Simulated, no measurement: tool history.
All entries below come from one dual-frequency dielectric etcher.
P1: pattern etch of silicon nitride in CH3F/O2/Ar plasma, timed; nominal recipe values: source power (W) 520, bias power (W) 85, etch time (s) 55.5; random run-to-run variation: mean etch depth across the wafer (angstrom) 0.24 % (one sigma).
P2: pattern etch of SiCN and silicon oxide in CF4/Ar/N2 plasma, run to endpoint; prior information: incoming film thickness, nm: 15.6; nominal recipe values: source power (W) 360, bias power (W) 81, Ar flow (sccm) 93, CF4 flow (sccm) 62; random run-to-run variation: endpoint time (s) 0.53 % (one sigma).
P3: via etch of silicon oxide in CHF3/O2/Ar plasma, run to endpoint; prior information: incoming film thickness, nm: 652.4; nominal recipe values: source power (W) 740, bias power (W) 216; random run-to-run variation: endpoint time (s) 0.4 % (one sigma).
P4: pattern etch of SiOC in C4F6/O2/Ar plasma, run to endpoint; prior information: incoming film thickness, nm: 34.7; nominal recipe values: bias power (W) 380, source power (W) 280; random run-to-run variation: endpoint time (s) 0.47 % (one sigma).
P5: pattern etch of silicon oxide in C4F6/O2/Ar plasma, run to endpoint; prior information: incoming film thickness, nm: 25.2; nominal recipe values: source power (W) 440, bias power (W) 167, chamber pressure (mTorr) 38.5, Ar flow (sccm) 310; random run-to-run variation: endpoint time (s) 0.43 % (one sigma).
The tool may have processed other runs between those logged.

| run | hour | process that ran | source power (W) | bias power (W) | etch time (s) | chamber pressure (mTorr) | Ar flow (sccm) | CF4 flow (sccm) | hours since the last wet clean | hours since the last source power generator calibration | hours since the last bias power generator calibration | mean etch depth across the wafer (angstrom) | endpoint time (s) |
|---|---|---|---|---|---|---|---|---|---|---|---|---|---|
| 1 | 9.6 | P1 | 520 | 85 | 55.5 |  |  |  | 252.8 | 2522.4 | 1320.9 | 459.7 |  |
| 2 | 17.7 | P1 | 520 | 85 | 55.5 |  |  |  | 260.9 | 2530.5 | 1329 | 458.55 |  |
| 3 | 26.8 | P1 | 520 | 85 | 55.5 |  |  |  | 270 | 2539.6 | 1338.1 | 462.3 |  |
| 4 | 31.9 | P3 | 740 | 216 |  |  |  |  | 275.1 | 2544.7 | 1343.2 |  | 280.86 |
| 5 | 39.3 | P1 | 520 | 85 | 55.5 |  |  |  | 282.5 | 2552.1 | 1350.6 | 460.26 |  |
| 6 | 44.7 | P1 | 520 | 85 | 68.5 |  |  |  | 287.9 | 2557.5 | 1356 | 567.21 |  |
| 7 | 54 | P5 | 610 | 167 |  | 38.5 | 310 |  | 297.2 | 2566.8 | 1365.3 |  | 7.211 |
| 8 | 61.8 | P2 | 360 | 81 |  |  | 93 | 48 | 305 | 2574.6 | 1373.1 |  | 21.941 |
| 9 | 69.8 | P1 | 520 | 85 | 55.5 |  |  |  | 313 | 2582.6 | 1381.1 | 461.27 |  |
| 10 | 77.5 | P5 | 440 | 167 |  | 38.5 | 437 |  | 320.7 | 2590.3 | 1388.8 |  | 8.4919 |
| 11 | 83.2 | P1 | 520 | 85 | 55.5 |  |  |  | 326.4 | 2596 | 1394.5 | 460.51 |  |
| 12 | 91 | P2 | 360 | 81 |  |  | 118 | 62 | 334.2 | 2603.8 | 1402.3 |  | 21.899 |
| 13 | 99.6 | P2 | 360 | 81 |  |  | 93 | 62 | 342.8 | 2612.4 | 1410.9 |  | 21.406 |
| 14 | 104 | P1 | 520 | 67 | 36.5 |  |  |  | 347.2 | 2616.8 | 1415.3 | 278.83 |  |
| 15 | 112.6 | P1 | 710 | 85 | 55.5 |  |  |  | 355.8 | 2625.4 | 1423.9 | 519.35 |  |
| 16 | 118.9 | P1 | 650 | 85 | 32.5 |  |  |  | 362.1 | 2631.7 | 1430.2 | 293.26 |  |
| 17 | 128.1 | P2 | 360 | 81 |  |  | 93 | 62 | 371.3 | 2640.9 | 1439.4 |  | 21.083 |
| 18 | 134 | P3 | 990 | 216 |  |  |  |  | 377.2 | 2646.8 | 1445.3 |  | 250.94 |
| 19 | 139.7 | P2 | 210 | 81 |  |  | 93 | 62 | 382.9 | 2652.5 | 1451 |  | 33.873 |
| 20 | 146.5 | P5 | 440 | 129 |  | 38.5 | 310 |  | 389.7 | 2659.3 | 1457.8 |  | 8.8436 |
| 21 | 151.8 | P5 | 440 | 167 |  | 46.5 | 310 |  | 395 | 2664.6 | 1463.1 |  | 8.4151 |
| 22 | 161.4 | P5 | 440 | 167 |  | 38.5 | 310 |  | 404.6 | 2674.2 | 1472.7 |  | 8.1874 |
| 23 | 170.5 | P3 | 740 | 216 |  |  |  |  | 413.7 | 2683.3 | 1481.8 |  | 280.86 |

For run 24, what comes out?
| 24 | 176 | P4 | 280 | 497 |  |  |  |  | 419.2 | 2688.8 | 1487.3 |  | ? |

Run 24 came out at endpoint time (s) 13.257.
